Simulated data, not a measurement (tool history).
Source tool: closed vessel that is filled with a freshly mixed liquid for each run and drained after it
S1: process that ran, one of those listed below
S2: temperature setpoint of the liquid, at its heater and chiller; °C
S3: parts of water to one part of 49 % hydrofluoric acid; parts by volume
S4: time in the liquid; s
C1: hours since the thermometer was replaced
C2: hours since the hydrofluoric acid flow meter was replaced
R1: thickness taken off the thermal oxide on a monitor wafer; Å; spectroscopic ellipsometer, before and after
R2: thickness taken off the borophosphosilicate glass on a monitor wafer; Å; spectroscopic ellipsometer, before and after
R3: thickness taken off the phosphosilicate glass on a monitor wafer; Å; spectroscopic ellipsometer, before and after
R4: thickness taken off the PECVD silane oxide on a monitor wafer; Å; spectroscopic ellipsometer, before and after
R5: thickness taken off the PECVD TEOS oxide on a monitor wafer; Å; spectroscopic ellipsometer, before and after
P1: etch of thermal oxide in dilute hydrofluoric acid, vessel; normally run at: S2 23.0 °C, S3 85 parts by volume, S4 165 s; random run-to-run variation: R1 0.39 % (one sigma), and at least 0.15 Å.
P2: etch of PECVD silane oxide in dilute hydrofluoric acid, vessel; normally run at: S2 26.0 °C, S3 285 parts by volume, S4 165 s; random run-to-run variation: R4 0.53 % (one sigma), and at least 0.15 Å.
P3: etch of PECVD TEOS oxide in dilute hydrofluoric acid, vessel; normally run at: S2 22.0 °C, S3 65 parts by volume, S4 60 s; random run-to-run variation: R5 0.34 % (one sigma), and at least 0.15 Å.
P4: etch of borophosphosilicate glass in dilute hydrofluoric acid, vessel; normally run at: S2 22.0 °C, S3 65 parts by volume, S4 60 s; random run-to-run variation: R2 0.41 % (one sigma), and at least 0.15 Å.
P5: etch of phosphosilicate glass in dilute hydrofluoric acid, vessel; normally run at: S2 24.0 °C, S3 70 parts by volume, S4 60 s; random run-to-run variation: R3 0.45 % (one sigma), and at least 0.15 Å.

run     day  S1    S2   S3   S4     C1     C2       R1       R2      R3      R4      R5
  1   0.312  P1  23.0   85  165  618.3  471.4   88.396
  2   0.742  P4  22.0  110   60  628.6  481.7            360.35
  3   1.017  P1  23.0   85  165  635.2  488.3   88.420
  4   1.321  P1  23.0   85  165  642.5  495.6   88.467
  5   1.667  P1  23.0  140  165  650.8  503.9   50.310
  6   2.092  P1  17.0   85  165  661.0  514.1   68.871
  7   2.512  P5  28.5   70   60  671.1  524.2                    2048.3
  8   2.792  P4  22.0   65   60  677.8  530.9            639.31
  9   3.242  P1  23.0   85  165  688.6  541.7   88.388
 10   3.583  P2  26.0   90  165  696.8  549.9                            784.38
 11   3.867  P3  22.0   65   60  703.6  556.7                                    74.795
 12   4.229  P2  26.0  285  245  712.3  565.4                            292.64
 13   4.571  P4  22.0   65  105  720.5  573.6           1121.70
 14   4.862  P4  26.5   65   60  727.5  580.6            767.17
 15   5.112  P3  17.0   65   60  733.5  586.6                                    60.484
 16   5.517  P1  28.0   85  165  743.2  596.3  107.540
 17   5.862  P1  23.0   30  275  751.5  604.6  450.780
 18   6.308  P5  24.0   70   60  762.2  615.3                    1689.3
 19   6.767  P1  23.0   25  165  773.2  626.3  324.080
 20   7.267  P1  23.0   85  165  785.2  638.3   88.651
 21   7.588  P5  24.0   70   95  792.9  646.0                    2696.3
 22   7.954  P3  22.0  110   60  801.7  654.8                                    42.035
 23   8.262  P1  23.0   85  315  809.1  662.2  168.340
 24   8.662  P5  24.0   70   60  818.7  671.8                    1711.4
 25   8.983  P2  26.0  285  165  826.4  679.5                            199.44
 26   9.379  P3  22.0   65   30  835.9  689.0                                    37.470
 27   9.858  P5  24.0   20   60  847.4  700.5                    6369.1
 28  10.354  P1  23.0   85   40  859.3  712.4   21.473
 29  10.817  P1  27.0   25  165  870.4  723.5  384.990
 30  11.096  P2  26.0  285  165  877.1  730.2                            198.01
 31  11.404  P2  34.0  285  165  884.5  737.6                            255.73
 32  11.725  P1  23.0   85  165  892.2  745.3   88.388
 33  11.979  P1  23.0   85  165  898.3  751.4   90.657
 34  12.388  P1  23.0   85  165  908.1  761.2   93.061
 35  12.696  P1  23.0   85  165  915.5  768.6   94.044
 36  13.158  P1  23.0   85  165  926.6  779.7   95.009
 37  13.550  P1  23.0   85  165  936.0  789.1   96.355
 38  14.054  P1  23.0   85  165  948.1  801.2   97.080
 39  14.392  P1  23.0   85  165  956.2  809.3   96.888
 40  14.696  P1  23.0   85  165  963.5  816.6   96.715
 41  15.079  P1  23.0   85  165  972.7  825.8   96.966

P1 has crept away from where it was. The log is fitted equally well by each of these 2 causes, at the sizes shown:
A: liquid hotter than its thermometer reads (K) = 2.32
B: hydrofluoric acid flow above the setpoint (%) = 8.8
The gradual shift began around day 11.725.

Of the 4 check runs listed below, each run on one wafer and each result written as a question mark, which would let you distinguish the listed causes because they would give clearly different results?
check 1  15.462  P4  22.0  100   60               ?
check 2  15.462  P5  24.0   20   60                   ?
check 3  15.462  P2  32.5  285  165                       ?
check 4  15.462  P3  17.0  105   60                           ?

Expected result of each check under each candidate cause:
  check  result    if A    if B
check 1      R2  439.45  440.01
check 2      R3  7014.1  6941.1
check 3      R4  263.86  274.52
check 4      R5  39.663  39.526
Gap, in per cent, between the two causes that each check separates least, read from the result that separates them most: check 1 0.13 %; check 2 1.05 %; check 3 3.96 %; check 4 0.34 %
Only check 3 tells the causes apart: in the others they would give nearly the same result.

Check 3 was then run and gave: R4 272.49 Å. Which cause is it?

B is the cause: hydrofluoric acid flow above the setpoint (%).
